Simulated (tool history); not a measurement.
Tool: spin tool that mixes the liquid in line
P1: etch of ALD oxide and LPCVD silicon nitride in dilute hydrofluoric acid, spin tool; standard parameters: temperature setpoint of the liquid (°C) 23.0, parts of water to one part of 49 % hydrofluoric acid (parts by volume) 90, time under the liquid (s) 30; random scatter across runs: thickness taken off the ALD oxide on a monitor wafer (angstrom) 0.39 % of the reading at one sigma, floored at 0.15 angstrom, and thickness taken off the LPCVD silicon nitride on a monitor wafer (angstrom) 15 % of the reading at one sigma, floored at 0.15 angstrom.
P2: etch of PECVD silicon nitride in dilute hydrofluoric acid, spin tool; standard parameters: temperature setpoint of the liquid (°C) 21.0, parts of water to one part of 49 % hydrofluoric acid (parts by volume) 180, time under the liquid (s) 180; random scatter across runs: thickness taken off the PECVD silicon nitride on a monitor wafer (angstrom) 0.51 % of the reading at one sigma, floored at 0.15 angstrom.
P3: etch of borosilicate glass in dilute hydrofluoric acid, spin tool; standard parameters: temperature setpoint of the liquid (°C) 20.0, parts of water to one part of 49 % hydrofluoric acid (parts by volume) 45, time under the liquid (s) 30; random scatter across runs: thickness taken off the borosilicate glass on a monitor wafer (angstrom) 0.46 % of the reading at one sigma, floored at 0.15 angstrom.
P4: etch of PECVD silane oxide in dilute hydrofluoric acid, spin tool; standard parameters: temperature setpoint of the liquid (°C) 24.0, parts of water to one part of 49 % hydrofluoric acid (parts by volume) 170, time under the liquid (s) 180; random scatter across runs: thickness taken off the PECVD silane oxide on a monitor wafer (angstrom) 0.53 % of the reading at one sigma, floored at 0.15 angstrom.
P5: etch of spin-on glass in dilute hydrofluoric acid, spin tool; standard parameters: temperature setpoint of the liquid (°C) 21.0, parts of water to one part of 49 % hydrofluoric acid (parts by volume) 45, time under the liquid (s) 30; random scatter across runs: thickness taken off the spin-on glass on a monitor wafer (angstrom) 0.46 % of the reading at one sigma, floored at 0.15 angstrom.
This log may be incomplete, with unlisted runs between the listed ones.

run   hour  process that ran  temperature setpoint of the liquid (°C)  parts of water to one part of 49 % hydrofluoric acid (parts by volume)  time under the liquid (s)  thickness taken off the ALD oxide on a monitor wafer (angstrom)  thickness taken off the LPCVD silicon nitride on a monitor wafer (angstrom)  thickness taken off the spin-on glass on a monitor wafer (angstrom)  thickness taken off the PECVD silicon nitride on a monitor wafer (angstrom)  thickness taken off the PECVD silane oxide on a monitor wafer (angstrom)  thickness taken off the borosilicate glass on a monitor wafer (angstrom)
  1    6.3                P1                                     23.0                                                                      90                         30                                                           59.002                                                                      0.72310
  2   15.3                P1                                     23.0                                                                      90                         50                                                           99.249                                                                      2.49880
  3   22.2                P5                                     21.0                                                                      45                         50                                                                                                                                                                                                            233.040
  4   32.1                P1                                     29.0                                                                      90                         30                                                           74.933                                                                      2.05820
  5   39.5                P1                                     23.0                                                                      90                         15                                                           29.625                                                                      0.60041
  6   50.1                P2                                     27.5                                                                     180                        180                                                                                                                                                                                                                                                                                          71.090
  7   55.4                P4                                     24.0                                                                     270                        180                                                                                                                                                                                                                                                                                                                                                                    118.84
  8   62.8                P1                                     23.0                                                                      20                         30                                                          290.870                                                                      6.43830
  9   72.4                P1                                     23.0                                                                      90                         30                                                           59.547                                                                      1.65160
 10   81.2                P4                                     17.5                                                                     170                        180                                                                                                                                                                                                                                                                                                                                                                    161.32
 11   91.6                P4                                     24.0                                                                     170                        285                                                                                                                                                                                                                                                                                                                                                                    332.33
 12   99.0                P1                                     23.0                                                                     155                         15                                                           15.801                                                                      0.43115
 13  106.5                P1                                     23.0                                                                      90                         30                                                           59.070                                                                      1.12350
 14  113.8                P3                                     20.0                                                                      45                         55                                                                                                                                                                                                                                                                                                                                                                                                                                              464.32
 15  120.2                P1                                     23.0                                                                      90                         30                                                           59.048                                                                      2.15020
 16  129.8                P1                                     23.0                                                                     130                         30                                                           38.982                                                                      0.89443
 17  139.0                P3                                     20.0                                                                      45                         30                                                                                                                                                                                                                                                                                                                                                                                                                                              251.22
 18  144.3                P1                                     23.0                                                                      90                         30                                                           58.900                                                                      1.24860
 19  152.7                P3                                     24.5                                                                      45                         30                                                                                                                                                                                                                                                                                                                                                                                                                                              304.75
     155.5  -- hydrofluoric acid flow meter replaced
 20  161.5                P2                                     21.0                                                                     180                        280                                                                                                                                                                                                                                                                                          73.143
 21  166.6                P1                                     17.0                                                                      90                         30                                                           46.051                                                                      0.86789
 22  176.4                P3                                     20.0                                                                      45                         30                                                                                                                                                                                                                                                                                                                                                                                                                                              252.71
 23  181.2                P3                                     20.0                                                                      65                         30                                                                                                                                                                                                                                                                                                                                                                                                                                              170.68
     187.0  -- thermometer replaced
 24  189.2                P5                                     21.0                                                                      45                         30                                                                                                                                                                                                            140.060
 25  195.1                P1                                     23.0                                                                      90                         30                                                           59.019                                                                      1.15730
 26  200.1                P5                                     17.0                                                                      45                         30                                                                                                                                                                                                            117.620
 27  205.9                P4                                     24.0                                                                     170                        180                                                                                                                                                                                                                                                                                                                                                                    209.67
 28  213.3                P2                                     21.0                                                                     180                        180                                                                                                                                                                                                                                                                                          46.967
 29  221.3                P2                                     21.0                                                                      70                        180                                                                                                                                                                                                                                                                                         118.710
 30  231.6                P5                                     21.0                                                                      65                         30                                                                                                                                                                                                             94.681
 31  238.1                P1                                     23.0                                                                      90                         30                                                           59.254                                                                      1.20590
 32  247.8                P1                                     23.0                                                                      90                         30                                                           58.001                                                                      1.58600
 33  258.0                P1                                     23.0                                                                      90                         30                                                           56.504                                                                      1.85270
 34  265.1                P1                                     23.0                                                                      90                         30                                                           56.114                                                                      1.31920
 35  274.2                P1                                     23.0                                                                      90                         30                                                           55.248                                                                      0.80975
 36  284.1                P1                                     23.0                                                                      90                         30                                                           55.346                                                                      1.29530
 37  291.5                P1                                     23.0                                                                      90                         30                                                           55.019                                                                      1.52260
 38  299.9                P1                                     23.0                                                                      90                         30                                                           55.194                                                                      1.01500
 39  309.9                P1                                     23.0                                                                      90                         30                                                           55.143                                                                      1.93840
 40  316.8                P1                                     23.0                                                                      90                         30                                                           54.881                                                                      1.01550
 41  326.8                P1                                     23.0                                                                      90                         30                                                           55.155                                                                      1.74610

The log shows P1 creeping away from where it was. Any of the 2 causes listed here, at the size stated for it, fits the log just as well as the others:
A: hydrofluoric acid flow below the setpoint (%) = 6.37
B: liquid colder than its thermometer reads (K) = 1.81
The gradual shift began around hour 238.1.

The check runs listed below each take one wafer, and their results are still question marks. Under which run would the listed causes lead to clearly different results?
check 1  336.8                P5                                     21.0                                                                      45                         30                                                                                                                                                                                                                  ?
check 2  336.8                P4                                     24.0                                                                     170                        180                                                                                                                                                                                                                                                                                                                                                                         ?
check 3  336.8                P3                                     20.0                                                                      45                         30                                                                                                                                                                                                                                                                                                                                                                                                                                                   ?
check 4  336.8                P2                                     21.0                                                                     180                        180                                                                                                                                                                                                                                                                                               ?

Expected result of each check under each candidate cause:
  check                                                                       result     if A     if B
check 1          thickness taken off the spin-on glass on a monitor wafer (angstrom)  130.840  129.860
check 2     thickness taken off the PECVD silane oxide on a monitor wafer (angstrom)   193.90   195.80
check 3     thickness taken off the borosilicate glass on a monitor wafer (angstrom)   235.78   233.85
check 4  thickness taken off the PECVD silicon nitride on a monitor wafer (angstrom)   44.018   41.653
Gap, in per cent, between the two causes that each check separates least, read from the result that separates them most: check 1 0.75 %; check 2 0.97 %; check 3 0.82 %; check 4 5.52 %
Check 4 distinguishes between the causes, while the remaining checks would return nearly the same result for all of them.

Check 4 has now been run. It gave: thickness taken off the PECVD silicon nitride on a monitor wafer (angstrom) 44.533. Which of the candidate causes is it?

Of the candidate causes, it is A: hydrofluoric acid flow below the setpoint (%).

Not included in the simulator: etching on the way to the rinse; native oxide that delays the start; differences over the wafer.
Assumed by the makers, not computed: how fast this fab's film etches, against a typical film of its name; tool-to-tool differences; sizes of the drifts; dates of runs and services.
